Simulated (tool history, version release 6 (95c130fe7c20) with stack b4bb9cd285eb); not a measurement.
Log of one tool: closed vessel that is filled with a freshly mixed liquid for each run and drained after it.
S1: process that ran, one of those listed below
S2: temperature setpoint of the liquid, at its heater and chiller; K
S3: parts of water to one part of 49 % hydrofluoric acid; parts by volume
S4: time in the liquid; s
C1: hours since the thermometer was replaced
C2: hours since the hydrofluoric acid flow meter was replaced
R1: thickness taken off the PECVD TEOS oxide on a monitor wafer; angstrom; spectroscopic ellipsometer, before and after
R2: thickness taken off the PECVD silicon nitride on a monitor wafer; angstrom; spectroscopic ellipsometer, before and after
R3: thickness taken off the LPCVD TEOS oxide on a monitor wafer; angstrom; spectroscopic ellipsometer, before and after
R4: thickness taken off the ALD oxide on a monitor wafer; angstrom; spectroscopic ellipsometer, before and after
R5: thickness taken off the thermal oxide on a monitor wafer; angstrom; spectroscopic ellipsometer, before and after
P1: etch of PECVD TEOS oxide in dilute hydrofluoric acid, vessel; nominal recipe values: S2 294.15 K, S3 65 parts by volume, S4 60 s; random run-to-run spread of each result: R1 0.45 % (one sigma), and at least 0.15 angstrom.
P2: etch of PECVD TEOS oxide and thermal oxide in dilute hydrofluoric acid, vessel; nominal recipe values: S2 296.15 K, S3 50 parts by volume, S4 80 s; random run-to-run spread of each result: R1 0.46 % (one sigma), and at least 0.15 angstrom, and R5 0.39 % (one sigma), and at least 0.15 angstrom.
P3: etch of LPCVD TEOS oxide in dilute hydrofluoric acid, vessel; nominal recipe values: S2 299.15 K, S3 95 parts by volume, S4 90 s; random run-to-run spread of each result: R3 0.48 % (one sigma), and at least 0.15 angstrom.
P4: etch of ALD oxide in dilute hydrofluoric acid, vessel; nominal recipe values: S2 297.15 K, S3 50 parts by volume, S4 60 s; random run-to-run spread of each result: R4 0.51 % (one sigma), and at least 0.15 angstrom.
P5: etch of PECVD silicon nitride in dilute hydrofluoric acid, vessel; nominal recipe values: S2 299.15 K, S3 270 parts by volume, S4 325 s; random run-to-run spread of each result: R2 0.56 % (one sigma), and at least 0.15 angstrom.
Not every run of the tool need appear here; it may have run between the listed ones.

run 1 hour=5.4 | S1=P1 S2=294.15 S3=65 S4=60 | C1=251.4 C2=469.9 | R1=118.260
run 2 hour=12.1 | S1=P5 S2=299.15 S3=270 S4=325 | C1=258.1 C2=476.6 | R2=72.626
run 3 hour=22.5 | S1=P3 S2=299.15 S3=95 S4=90 | C1=268.5 C2=487.0 | R3=569.98
run 4 hour=28.0 | S1=P4 S2=297.15 S3=50 S4=30 | C1=274.0 C2=492.5 | R4=123.40
run 5 hour=38.0 | S1=P1 S2=294.15 S3=25 S4=60 | C1=284.0 C2=502.5 | R1=325.750
run 6 hour=45.6 | S1=P2 S2=296.15 S3=50 S4=80 | C1=291.6 C2=510.1 | R1=464.730 R5=76.739
run 7 hour=56.7 | S1=P4 S2=297.15 S3=50 S4=60 | C1=302.7 C2=521.2 | R4=251.10
run 8 hour=66.9 | S1=P1 S2=294.15 S3=65 S4=60 | C1=312.9 C2=531.4 | R1=118.580
run 9 hour=77.9 | S1=P4 S2=297.15 S3=50 S4=60 | C1=323.9 C2=542.4 | R4=249.95
run 10 hour=85.4 | S1=P1 S2=294.15 S3=65 S4=95 | C1=331.4 C2=549.9 | R1=186.570
run 11 hour=90.6 | S1=P3 S2=299.15 S3=20 S4=90 | C1=336.6 C2=555.1 | R3=3008.30
run 12 hour=100.9 | S1=P1 S2=290.15 S3=65 S4=30 | C1=346.9 C2=565.4 | R1=50.155
run 13 hour=110.2 | S1=P3 S2=292.15 S3=95 S4=90 | C1=356.2 C2=574.7 | R3=436.66
-- hour=112.4 thermometer replaced
run 14 hour=120.9 | S1=P5 S2=299.15 S3=270 S4=100 | C1=8.6 C2=585.4 | R2=22.054
run 15 hour=132.6 | S1=P1 S2=290.65 S3=105 S4=60 | C1=20.3 C2=597.1 | R1=60.477
run 16 hour=144.6 | S1=P1 S2=294.15 S3=65 S4=60 | C1=32.3 C2=609.1 | R1=118.740
run 17 hour=155.5 | S1=P1 S2=290.15 S3=65 S4=60 | C1=43.2 C2=620.0 | R1=100.080
run 18 hour=160.9 | S1=P2 S2=296.15 S3=70 S4=80 | C1=48.6 C2=625.4 | R1=323.630 R5=53.510
run 19 hour=167.7 | S1=P4 S2=290.15 S3=50 S4=60 | C1=55.4 C2=632.2 | R4=185.03
run 20 hour=177.2 | S1=P1 S2=300.15 S3=65 S4=60 | C1=64.9 C2=641.7 | R1=152.050
run 21 hour=187.7 | S1=P2 S2=296.15 S3=50 S4=80 | C1=75.4 C2=652.2 | R1=463.330 R5=76.403
run 22 hour=196.9 | S1=P4 S2=297.15 S3=20 S4=60 | C1=84.6 C2=661.4 | R4=643.92
run 23 hour=203.1 | S1=P1 S2=294.15 S3=110 S4=60 | C1=90.8 C2=667.6 | R1=67.282
run 24 hour=212.7 | S1=P1 S2=294.15 S3=65 S4=60 | C1=100.4 C2=677.2 | R1=119.090
run 25 hour=218.5 | S1=P1 S2=294.15 S3=65 S4=60 | C1=106.2 C2=683.0 | R1=118.870
run 26 hour=230.1 | S1=P5 S2=299.15 S3=385 S4=325 | C1=117.8 C2=694.6 | R2=51.287
run 27 hour=241.2 | S1=P3 S2=299.15 S3=95 S4=30 | C1=128.9 C2=705.7 | R3=191.70
run 28 hour=252.2 | S1=P2 S2=290.15 S3=50 S4=80 | C1=139.9 C2=716.7 | R1=362.200 R5=59.466
run 29 hour=261.2 | S1=P5 S2=291.15 S3=270 S4=325 | C1=148.9 C2=725.7 | R2=43.442
run 30 hour=271.5 | S1=P1 S2=294.15 S3=65 S4=30 | C1=159.2 C2=736.0 | R1=59.670
run 31 hour=281.9 | S1=P2 S2=296.15 S3=50 S4=140 | C1=169.6 C2=746.4 | R1=813.210 R5=134.600
run 32 hour=287.8 | S1=P1 S2=294.15 S3=65 S4=60 | C1=175.5 C2=752.3 | R1=119.690
run 33 hour=296.9 | S1=P1 S2=294.15 S3=65 S4=60 | C1=184.6 C2=761.4 | R1=115.930
run 34 hour=308.6 | S1=P1 S2=294.15 S3=65 S4=60 | C1=196.3 C2=773.1 | R1=113.910
run 35 hour=317.8 | S1=P1 S2=294.15 S3=65 S4=60 | C1=205.5 C2=782.3 | R1=112.440
run 36 hour=329.7 | S1=P1 S2=294.15 S3=65 S4=60 | C1=217.4 C2=794.2 | R1=110.780
run 37 hour=340.8 | S1=P1 S2=294.15 S3=65 S4=60 | C1=228.5 C2=805.3 | R1=110.790
run 38 hour=348.1 | S1=P1 S2=294.15 S3=65 S4=60 | C1=235.8 C2=812.6 | R1=110.760
run 39 hour=355.1 | S1=P1 S2=294.15 S3=65 S4=60 | C1=242.8 C2=819.6 | R1=110.950
run 40 hour=362.0 | S1=P1 S2=294.15 S3=65 S4=60 | C1=249.7 C2=826.5 | R1=110.820

Something has made what P1 gives creep away from where it was; the 2 causes below, each at its own stated size, fit the log equally well:
A: hydrofluoric acid flow below the setpoint (%) = 6.33
B: liquid colder than its thermometer reads (K) = 1.69
At approximately hour 287.8, the process output began to creep.

You are offered 4 check runs, listed below with question marks in place of their results; each one averages 2 wafers. Which run separates the listed causes by giving clearly different results for each?
run check 1 hour=368.9 | S1=P3 S2=294.65 S3=35 S4=90 | R3=?
run check 2 hour=368.9 | S1=P4 S2=290.15 S3=50 S4=60 | R4=?
run check 3 hour=368.9 | S1=P2 S2=290.15 S3=50 S4=80 | R1=? R5=?
run check 4 hour=368.9 | S1=P5 S2=291.15 S3=270 S4=200 | R2=?

How each check would come out, cause by cause:
check=check_1 result=R3 if_A=1307.90 if_B=1303.10
check=check_2 result=R4 if_A=172.52 if_B=171.69
check=check_3 result=R1 if_A=335.220 if_B=333.610
check=check_3 result=R5 if_A=55.487 if_B=55.221
check=check_4 result=R2 if_A=25.387 if_B=24.176
Minimum pairwise separation of causes per check, each pair taken at its best-separating result: check 1 0.37 %; check 2 0.48 %; check 3 0.48 %; check 4 4.89 %
The other checks would show nearly matching results whichever cause is true, so check 4 is the only one that separates the causes.

Here is what check 4 returned: R2 23.941 angstrom. Which cause is it?

The correct cause is B, namely: liquid colder than its thermometer reads (K).
